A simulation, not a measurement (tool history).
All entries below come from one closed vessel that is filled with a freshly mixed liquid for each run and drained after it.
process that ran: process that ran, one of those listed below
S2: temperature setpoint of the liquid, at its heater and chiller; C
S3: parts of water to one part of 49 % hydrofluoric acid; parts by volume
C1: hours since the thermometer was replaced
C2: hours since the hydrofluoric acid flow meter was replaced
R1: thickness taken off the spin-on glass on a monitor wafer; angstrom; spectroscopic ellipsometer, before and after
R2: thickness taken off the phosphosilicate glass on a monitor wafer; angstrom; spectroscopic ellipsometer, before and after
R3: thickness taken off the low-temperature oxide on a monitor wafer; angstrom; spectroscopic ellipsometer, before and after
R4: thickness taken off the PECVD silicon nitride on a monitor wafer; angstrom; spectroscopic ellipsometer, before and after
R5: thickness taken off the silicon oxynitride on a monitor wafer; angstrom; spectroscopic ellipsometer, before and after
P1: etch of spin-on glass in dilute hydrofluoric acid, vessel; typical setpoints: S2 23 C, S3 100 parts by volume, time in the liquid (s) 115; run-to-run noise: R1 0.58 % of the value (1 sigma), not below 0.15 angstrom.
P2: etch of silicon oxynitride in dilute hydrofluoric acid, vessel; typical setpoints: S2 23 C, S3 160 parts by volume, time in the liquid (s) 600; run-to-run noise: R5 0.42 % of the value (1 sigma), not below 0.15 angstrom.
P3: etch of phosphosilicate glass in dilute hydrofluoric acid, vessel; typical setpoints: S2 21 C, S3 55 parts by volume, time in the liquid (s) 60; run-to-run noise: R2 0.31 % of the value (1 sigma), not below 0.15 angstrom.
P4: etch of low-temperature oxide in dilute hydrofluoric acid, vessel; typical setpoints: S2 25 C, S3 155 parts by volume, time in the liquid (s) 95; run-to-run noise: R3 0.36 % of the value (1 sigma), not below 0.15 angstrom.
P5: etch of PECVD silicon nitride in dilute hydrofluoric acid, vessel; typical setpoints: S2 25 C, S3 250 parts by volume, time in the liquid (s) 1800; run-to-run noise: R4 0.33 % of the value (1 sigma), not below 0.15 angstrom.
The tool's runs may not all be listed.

run 1 hour=17.4 | process_that_ran=P1 S2=23 S3=100 time_in_the_liquid_(s)=115 | C1=2123.2 C2=598.5 | R1=551.1
run 2 hour=26.4 | process_that_ran=P1 S2=23 S3=100 time_in_the_liquid_(s)=115 | C1=2132.2 C2=607.5 | R1=544.32
run 3 hour=34.9 | process_that_ran=P3 S2=21 S3=55 time_in_the_liquid_(s)=60 | C1=2140.7 C2=616 | R2=1060.7
run 4 hour=49.8 | process_that_ran=P4 S2=25 S3=80 time_in_the_liquid_(s)=95 | C1=2155.6 C2=630.9 | R3=443.21
run 5 hour=59.8 | process_that_ran=P5 S2=25 S3=365 time_in_the_liquid_(s)=1800 | C1=2165.6 C2=640.9 | R4=134.8
run 6 hour=71.6 | process_that_ran=P1 S2=23 S3=100 time_in_the_liquid_(s)=115 | C1=2177.4 C2=652.7 | R1=548.54
run 7 hour=84 | process_that_ran=P3 S2=27.5 S3=55 time_in_the_liquid_(s)=60 | C1=2189.8 C2=665.1 | R2=1384.3
run 8 hour=100 | process_that_ran=P1 S2=23 S3=55 time_in_the_liquid_(s)=115 | C1=2205.8 C2=681.1 | R1=1059.3
run 9 hour=109.5 | process_that_ran=P3 S2=21 S3=55 time_in_the_liquid_(s)=60 | C1=2215.3 C2=690.6 | R2=1058.7
run 10 hour=125.9 | process_that_ran=P2 S2=23 S3=290 time_in_the_liquid_(s)=600 | C1=2231.7 C2=707 | R5=80.139
run 11 hour=141 | process_that_ran=P1 S2=23 S3=100 time_in_the_liquid_(s)=60 | C1=2246.8 C2=722.1 | R1=286.35
run 12 hour=152.2 | process_that_ran=P1 S2=23 S3=100 time_in_the_liquid_(s)=115 | C1=2258 C2=733.3 | R1=553.89
run 13 hour=166.9 | process_that_ran=P1 S2=17 S3=100 time_in_the_liquid_(s)=115 | C1=2272.7 C2=748 | R1=422.15
run 14 hour=177.9 | process_that_ran=P5 S2=25 S3=250 time_in_the_liquid_(s)=975 | C1=2283.7 C2=759 | R4=106.51
run 15 hour=188.2 | process_that_ran=P5 S2=25 S3=250 time_in_the_liquid_(s)=1800 | C1=2294 C2=769.3 | R4=197.18
run 16 hour=198.1 | process_that_ran=P2 S2=17 S3=160 time_in_the_liquid_(s)=600 | C1=2303.9 C2=779.2 | R5=119.75
run 17 hour=210.9 | process_that_ran=P4 S2=25 S3=155 time_in_the_liquid_(s)=95 | C1=2316.7 C2=792 | R3=208.7
run 18 hour=228.3 | process_that_ran=P1 S2=27 S3=100 time_in_the_liquid_(s)=30 | C1=2334.1 C2=809.4 | R1=167.99
run 19 hour=244.4 | process_that_ran=P2 S2=23 S3=160 time_in_the_liquid_(s)=945 | C1=2350.2 C2=825.5 | R5=251.39
run 20 hour=259.1 | process_that_ran=P1 S2=23 S3=100 time_in_the_liquid_(s)=115 | C1=2364.9 C2=840.2 | R1=551.8
run 21 hour=268.6 | process_that_ran=P4 S2=25 S3=155 time_in_the_liquid_(s)=155 | C1=2374.4 C2=849.7 | R3=339.28
run 22 hour=280.2 | process_that_ran=P5 S2=20.5 S3=250 time_in_the_liquid_(s)=1800 | C1=2386 C2=861.3 | R4=149.51
run 23 hour=296.9 | process_that_ran=P4 S2=25 S3=155 time_in_the_liquid_(s)=95 | C1=2402.7 C2=878 | R3=207.6
run 24 hour=308.5 | process_that_ran=P4 S2=17 S3=155 time_in_the_liquid_(s)=95 | C1=2414.3 C2=889.6 | R3=152.73
run 25 hour=322.4 | process_that_ran=P5 S2=25 S3=250 time_in_the_liquid_(s)=1800 | C1=2428.2 C2=903.5 | R4=196.68
run 26 hour=336.1 | process_that_ran=P2 S2=23 S3=160 time_in_the_liquid_(s)=600 | C1=2441.9 C2=917.2 | R5=159.43
run 27 hour=345.4 | process_that_ran=P1 S2=29 S3=100 time_in_the_liquid_(s)=30 | C1=2451.2 C2=926.5 | R1=182.37
run 28 hour=358.4 | process_that_ran=P1 S2=23 S3=100 time_in_the_liquid_(s)=200 | C1=2464.2 C2=939.5 | R1=952.34
run 29 hour=366.7 | process_that_ran=P1 S2=23 S3=100 time_in_the_liquid_(s)=115 | C1=2472.5 C2=947.8 | R1=550.65
run 30 hour=379.4 | process_that_ran=P3 S2=21 S3=20 time_in_the_liquid_(s)=60 | C1=2485.2 C2=960.5 | R2=3041.4
run 31 hour=395.3 | process_that_ran=P1 S2=23 S3=155 time_in_the_liquid_(s)=65 | C1=2501.1 C2=976.4 | R1=189.65
run 32 hour=406.3 | process_that_ran=P1 S2=23 S3=145 time_in_the_liquid_(s)=115 | C1=2512.1 C2=987.4 | R1=359.88
run 33 hour=424.6 | process_that_ran=P3 S2=21 S3=55 time_in_the_liquid_(s)=30 | C1=2530.4 C2=1005.7 | R2=529.94
run 34 hour=433.2 | process_that_ran=P2 S2=23 S3=160 time_in_the_liquid_(s)=600 | C1=2539 C2=1014.3 | R5=158.58
run 35 hour=442.1 | process_that_ran=P1 S2=29.5 S3=100 time_in_the_liquid_(s)=115 | C1=2547.9 C2=1023.2 | R1=707.57
run 36 hour=450.4 | process_that_ran=P1 S2=23 S3=100 time_in_the_liquid_(s)=115 | C1=2556.2 C2=1031.5 | R1=544.78
run 37 hour=466.6 | process_that_ran=P1 S2=23 S3=100 time_in_the_liquid_(s)=115 | C1=2572.4 C2=1047.7 | R1=560.55
run 38 hour=483.6 | process_that_ran=P1 S2=23 S3=100 time_in_the_liquid_(s)=115 | C1=2589.4 C2=1064.7 | R1=577.28
run 39 hour=495.6 | process_that_ran=P1 S2=23 S3=100 time_in_the_liquid_(s)=115 | C1=2601.4 C2=1076.7 | R1=572.07
run 40 hour=513.3 | process_that_ran=P1 S2=23 S3=100 time_in_the_liquid_(s)=115 | C1=2619.1 C2=1094.4 | R1=576.92
run 41 hour=524.2 | process_that_ran=P1 S2=23 S3=100 time_in_the_liquid_(s)=115 | C1=2630 C2=1105.3 | R1=578.64
run 42 hour=540.6 | process_that_ran=P1 S2=23 S3=100 time_in_the_liquid_(s)=115 | C1=2646.4 C2=1121.7 | R1=588.36
run 43 hour=556.8 | process_that_ran=P1 S2=23 S3=100 time_in_the_liquid_(s)=115 | C1=2662.6 C2=1137.9 | R1=584.45
run 44 hour=571.4 | process_that_ran=P1 S2=23 S3=100 time_in_the_liquid_(s)=115 | C1=2677.2 C2=1152.5 | R1=585.39
run 45 hour=584.1 | process_that_ran=P1 S2=23 S3=100 time_in_the_liquid_(s)=115 | C1=2689.9 C2=1165.2 | R1=578.34
run 46 hour=592.7 | process_that_ran=P1 S2=23 S3=100 time_in_the_liquid_(s)=115 | C1=2698.5 C2=1173.8 | R1=594.66
run 47 hour=610.9 | process_that_ran=P1 S2=23 S3=100 time_in_the_liquid_(s)=115 | C1=2716.7 C2=1192 | R1=588.76

What P1 gives has crept off from where it sat before. The 2 causes that follow fit the log equally well, each at the size noted:
A: hydrofluoric acid flow above the setpoint (%) = 6.26
B: liquid hotter than its thermometer reads (K) = 1.72
The creep began at about hour 450.4.

Listed below are the offered check runs, one wafer per run, with question marks in place of results. For which of them would the causes give clearly different outcomes?
run check 1 hour=629.1 | process_that_ran=P2 S2=23 S3=280 time_in_the_liquid_(s)=600 | R5=?
run check 2 hour=629.1 | process_that_ran=P3 S2=25 S3=55 time_in_the_liquid_(s)=60 | R2=?
run check 3 hour=629.1 | process_that_ran=P5 S2=20.5 S3=250 time_in_the_liquid_(s)=1800 | R4=?
run check 4 hour=629.1 | process_that_ran=P4 S2=17.5 S3=155 time_in_the_liquid_(s)=135 | R3=?

What each check would give under each cause:
check=check_1 result=R5 if_A=89.731 if_B=89.892
check=check_2 result=R2 if_A=1331.8 if_B=1337.6
check=check_3 result=R4 if_A=157.82 if_B=166.01
check=check_4 result=R3 if_A=236.44 if_B=236.37
Gap, in per cent, between the two causes that each check separates least, read from the result that separates them most: check 1 0.18 %; check 2 0.44 %; check 3 5.05 %; check 4 0.03 %
The other checks would show nearly matching results whichever cause is true, so check 3 is the only one that separates the causes.

After running check 3, the following was obtained: R4 166.04 angstrom. Which cause does this point to?

It was cause B: liquid hotter than its thermometer reads (K).

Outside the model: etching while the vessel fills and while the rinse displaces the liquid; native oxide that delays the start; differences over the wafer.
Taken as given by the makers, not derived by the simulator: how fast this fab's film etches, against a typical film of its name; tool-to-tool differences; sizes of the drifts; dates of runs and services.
